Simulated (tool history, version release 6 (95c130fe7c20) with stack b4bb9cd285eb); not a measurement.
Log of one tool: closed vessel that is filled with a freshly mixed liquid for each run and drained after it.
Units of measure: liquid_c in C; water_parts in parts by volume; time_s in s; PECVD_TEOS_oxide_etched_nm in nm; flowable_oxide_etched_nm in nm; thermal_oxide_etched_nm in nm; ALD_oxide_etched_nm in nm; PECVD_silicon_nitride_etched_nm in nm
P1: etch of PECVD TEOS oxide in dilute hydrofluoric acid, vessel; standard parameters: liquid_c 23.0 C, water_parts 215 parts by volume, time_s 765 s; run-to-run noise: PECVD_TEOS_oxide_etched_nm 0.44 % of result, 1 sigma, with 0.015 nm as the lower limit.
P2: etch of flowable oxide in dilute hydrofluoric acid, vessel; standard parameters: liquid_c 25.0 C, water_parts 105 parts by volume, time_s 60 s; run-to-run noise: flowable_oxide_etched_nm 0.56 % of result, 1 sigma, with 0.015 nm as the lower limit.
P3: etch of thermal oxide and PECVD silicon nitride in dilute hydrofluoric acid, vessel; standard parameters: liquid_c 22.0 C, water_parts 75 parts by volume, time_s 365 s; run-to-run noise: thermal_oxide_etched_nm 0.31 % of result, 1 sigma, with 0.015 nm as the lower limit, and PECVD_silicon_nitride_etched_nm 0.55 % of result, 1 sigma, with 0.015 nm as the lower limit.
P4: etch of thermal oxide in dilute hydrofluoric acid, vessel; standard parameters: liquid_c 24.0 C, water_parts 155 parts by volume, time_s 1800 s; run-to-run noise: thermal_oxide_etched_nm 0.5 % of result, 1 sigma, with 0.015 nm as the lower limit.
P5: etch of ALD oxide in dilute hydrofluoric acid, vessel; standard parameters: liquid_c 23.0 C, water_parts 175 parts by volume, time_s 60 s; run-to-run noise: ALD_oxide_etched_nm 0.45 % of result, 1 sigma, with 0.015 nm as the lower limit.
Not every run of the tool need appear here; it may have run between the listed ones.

run	hour	process	liquid_c	water_parts	time_s	PECVD_TEOS_oxide_etched_nm	flowable_oxide_etched_nm	thermal_oxide_etched_nm	ALD_oxide_etched_nm	PECVD_silicon_nitride_etched_nm
1	5.5	P1	23.0	215	765	45.729				
2	14.9	P2	32.5	105	60		16.4010			
3	21.7	P1	30.0	215	765	58.132				
4	28.4	P2	25.0	105	100		20.2080			
5	40.0	P4	24.0	155	1800			50.7110		
6	50.4	P5	29.0	175	60				11.5140	
7	58.8	P1	23.0	215	765	45.575				
8	67.2	P1	29.5	215	285	21.404				
9	79.2	P4	24.0	155	1800			50.1740		
10	90.6	P4	18.5	155	1800			40.5310		
11	97.1	P1	17.5	215	765	36.799				
12	106.6	P3	22.0	125	365			11.6810		14.0990
13	115.1	P1	23.0	215	1275	76.209				
14	121.6	P2	25.0	105	60		12.3180			
15	132.7	P1	23.0	370	765	22.856				
16	138.6	P1	19.0	215	1115	57.113				
17	148.2	P1	23.0	215	240	14.352				
18	154.3	P1	23.0	215	765	45.268				
19	160.6	P1	18.0	75	765	123.110				
20	170.3	P1	23.0	215	765	45.132				
21	178.2	P1	23.0	65	765	178.380				
22	184.5	P1	23.0	215	765	45.187				
23	189.9	P4	24.0	155	695			19.5570		
24	201.6	P5	23.0	175	60				9.2436	
25	208.7	P5	23.0	175	100				15.2410	
26	219.7	P1	23.0	215	765	45.623				
27	227.5	P3	22.0	75	30			1.7082		1.9252
28	237.8	P4	24.0	255	1800			27.4970		
29	250.4	P2	25.0	145	60		8.3144			
30	261.3	P5	23.0	110	60				15.8500	
31	271.0	P1	23.0	215	765	45.506				
32	280.3	P3	22.0	75	365			20.6540		23.3730
33	290.2	P3	17.0	75	365			16.7480		16.5380
34	299.7	P1	23.0	215	765	45.357				
35	312.4	P1	23.0	215	765	43.384				
36	322.1	P1	23.0	215	765	42.510				
37	332.0	P1	23.0	215	765	42.005				
38	344.2	P1	23.0	215	765	41.899				
39	352.0	P1	23.0	215	765	41.843				
40	361.1	P1	23.0	215	765	41.871				

Compared with where it was, what P1 gives has crept away. Each cause listed below fits the log as well as the rest, at the size given for it:
A: liquid colder than its thermometer reads (K) = 2.2
B: hydrofluoric acid flow below the setpoint (%) = 6.48
The onset of the drift is placed at about hour 299.7.

Each of the 4 check runs below uses one wafer; its results are left as question marks. Which run tells the causes apart?
check 1	370.2	P5	23.0	175	60				?	
check 2	370.2	P2	25.0	105	60		?			
check 3	370.2	P3	22.0	75	365			?		?
check 4	370.2	P4	24.0	155	1800			?		

Outcome of each check run for each possible cause:
check	result	if A	if B
check 1	ALD_oxide_etched_nm	8.4491	8.4870
check 2	flowable_oxide_etched_nm	11.2070	11.3300
check 3	thermal_oxide_etched_nm	18.8690	19.2080
check 3	PECVD_silicon_nitride_etched_nm	20.1960	21.9770
check 4	thermal_oxide_etched_nm	46.2520	46.5140
Minimum pairwise separation of causes per check, each pair taken at its best-separating result: check 1 0.45 %; check 2 1.09 %; check 3 8.45 %; check 4 0.57 %
Check 3 is the one run that separates the causes; every other check would come out nearly the same whichever cause is at work.

After running check 3, the following was obtained: thermal_oxide_etched_nm 19.2730 nm; PECVD_silicon_nitride_etched_nm 21.7850 nm. Which cause does this point to?

It is B: hydrofluoric acid flow below the setpoint (%).
